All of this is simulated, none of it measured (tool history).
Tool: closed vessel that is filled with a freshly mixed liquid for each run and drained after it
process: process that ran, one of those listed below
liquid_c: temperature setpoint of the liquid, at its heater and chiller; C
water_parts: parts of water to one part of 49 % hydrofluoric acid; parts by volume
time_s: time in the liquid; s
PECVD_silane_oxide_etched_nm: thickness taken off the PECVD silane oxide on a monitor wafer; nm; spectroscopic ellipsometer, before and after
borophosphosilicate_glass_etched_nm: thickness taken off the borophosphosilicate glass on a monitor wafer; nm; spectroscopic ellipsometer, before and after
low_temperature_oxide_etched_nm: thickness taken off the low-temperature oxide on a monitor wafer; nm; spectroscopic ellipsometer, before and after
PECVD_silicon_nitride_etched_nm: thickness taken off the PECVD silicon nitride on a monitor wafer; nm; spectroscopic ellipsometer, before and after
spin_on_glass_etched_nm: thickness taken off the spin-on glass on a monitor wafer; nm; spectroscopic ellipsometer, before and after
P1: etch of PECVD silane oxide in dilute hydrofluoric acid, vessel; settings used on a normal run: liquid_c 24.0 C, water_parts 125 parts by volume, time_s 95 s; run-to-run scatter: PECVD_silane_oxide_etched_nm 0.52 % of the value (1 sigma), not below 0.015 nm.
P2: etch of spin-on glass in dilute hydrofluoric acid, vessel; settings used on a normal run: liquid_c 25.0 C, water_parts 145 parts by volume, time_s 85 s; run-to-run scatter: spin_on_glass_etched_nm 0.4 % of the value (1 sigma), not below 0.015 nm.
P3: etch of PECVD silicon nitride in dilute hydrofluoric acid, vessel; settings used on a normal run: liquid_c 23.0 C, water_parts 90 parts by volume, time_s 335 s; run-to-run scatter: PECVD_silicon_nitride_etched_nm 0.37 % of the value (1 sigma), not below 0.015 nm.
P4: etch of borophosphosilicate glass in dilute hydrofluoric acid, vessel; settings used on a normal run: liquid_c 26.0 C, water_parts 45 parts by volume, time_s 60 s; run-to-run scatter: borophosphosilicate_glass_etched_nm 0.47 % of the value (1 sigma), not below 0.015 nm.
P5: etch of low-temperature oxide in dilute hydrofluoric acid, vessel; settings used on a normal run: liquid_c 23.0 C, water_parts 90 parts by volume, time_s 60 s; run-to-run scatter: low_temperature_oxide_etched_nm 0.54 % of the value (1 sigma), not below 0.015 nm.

run	hour	process	liquid_c	water_parts	time_s	hours since the thermometer was replaced	hours since the hydrofluoric acid flow meter was replaced	PECVD_silane_oxide_etched_nm	borophosphosilicate_glass_etched_nm	low_temperature_oxide_etched_nm	PECVD_silicon_nitride_etched_nm	spin_on_glass_etched_nm
1	9.9	P1	24.0	125	95	632.7	492.2	15.1360				
2	22.2	P1	24.0	125	95	645.0	504.5	14.9840				
3	36.1	P1	17.0	125	95	658.9	518.4	11.4430				
4	46.5	P4	26.0	65	60	669.3	528.8		67.580			
5	57.8	P1	24.0	195	30	680.6	540.1	2.8087				
6	65.1	P1	24.0	125	95	687.9	547.4	15.1300				
7	74.0	P5	18.5	90	60	696.8	556.3			13.4490		
8	84.2	P3	23.0	90	335	707.0	566.5				19.7200	
9	93.9	P1	30.0	125	95	716.7	576.2	18.9140				
10	102.6	P1	24.0	215	95	725.4	584.9	7.8212				
11	115.0	P1	24.0	125	140	737.8	597.3	22.2210				
12	121.8	P1	24.0	35	95	744.6	604.1	60.2180				
13	135.7	P2	25.0	60	85	758.5	618.0					59.5520
14	149.9	P4	26.0	45	115	772.7	632.2		191.850			
15	163.6	P4	26.0	45	60	786.4	645.9		99.965			
16	178.3	P2	18.5	145	85	801.1	660.6					17.2160
17	189.0	P2	25.0	145	85	811.8	671.3					22.2500
18	198.9	P3	23.0	30	335	821.7	681.2				57.3040	
19	206.8	P4	26.0	45	60	829.6	689.1		100.060			
20	216.6	P1	24.0	125	30	839.4	698.9	4.7124				
21	223.1	P2	25.0	145	30	845.9	705.4					7.8376
22	232.6	P5	23.0	140	60	855.4	714.9			9.7785		
23	241.2	P1	24.0	125	95	864.0	723.5	15.1410				
24	252.0	P4	20.0	45	60	874.8	734.3		78.261			
25	259.4	P1	24.0	190	40	882.2	741.7	3.8932				
26	272.4	P5	23.0	90	60	895.2	754.7			16.2690		
27	280.8	P5	23.0	90	60	903.6	763.1			16.3160		
28	295.2	P1	24.0	125	95	918.0	777.5	15.1120				
29	302.4	P3	23.0	90	30	925.2	784.7				1.7542	
30	309.2	P3	17.0	90	335	932.0	791.5				12.9820	
31	318.2	P5	23.0	90	30	941.0	800.5			8.1337		
32	324.7	P1	24.0	125	95	947.5	807.0	15.1390				
33	334.2	P1	24.0	125	95	957.0	816.5	14.9850				
34	340.8	P1	24.0	125	95	963.6	823.1	14.9910				
35	352.4	P1	24.0	125	95	975.2	834.7	14.7000				
36	365.6	P1	24.0	125	95	988.4	847.9	14.4740				
37	380.0	P1	24.0	125	95	1002.8	862.3	14.3860				
38	394.1	P1	24.0	125	95	1016.9	876.4	14.1190				
39	408.6	P1	24.0	125	95	1031.4	890.9	14.1550				
40	417.5	P1	24.0	125	95	1040.3	899.8	14.2970				
41	427.3	P1	24.0	125	95	1050.1	909.6	13.9280				
42	438.4	P1	24.0	125	95	1061.2	920.7	14.0920				
43	453.1	P1	24.0	125	95	1075.9	935.4	14.0280				
44	467.8	P1	24.0	125	95	1090.6	950.1	14.0580				
45	480.4	P1	24.0	125	95	1103.2	962.7	14.0490				

P1 has crept away from where it was. The log is fitted equally well by each of these 2 causes, at the sizes shown:
A: liquid colder than its thermometer reads (K) = 1.82
B: hydrofluoric acid flow below the setpoint (%) = 6.01
The drift started at roughly hour 340.8.

Listed below are the offered check runs, one wafer per run, with question marks in place of results. For which of them would the causes give clearly different outcomes?
check 1	493.0	P4	26.0	45	60				?			
check 2	493.0	P2	25.0	145	85							?
check 3	493.0	P5	23.0	90	60					?		
check 4	493.0	P3	23.0	90	335						?	

What every check run would give for each of its results, assuming each possible cause in turn:
check	result	if A	if B
check 1	borophosphosilicate_glass_etched_nm	92.578	93.368
check 2	spin_on_glass_etched_nm	20.7460	20.6820
check 3	low_temperature_oxide_etched_nm	15.1250	15.2010
check 4	PECVD_silicon_nitride_etched_nm	17.3930	18.4950
Separation of the two closest causes in each check, using whichever result separates them best: check 1 0.85 %; check 2 0.31 %; check 3 0.5 %; check 4 6.14 %
Only in check 4 would the causes give clearly different results; in the remaining checks their results would be nearly the same.

Check 4 was then run and gave: PECVD_silicon_nitride_etched_nm 18.5450 nm. Which cause is it?

The correct cause is B, namely: hydrofluoric acid flow below the setpoint (%).
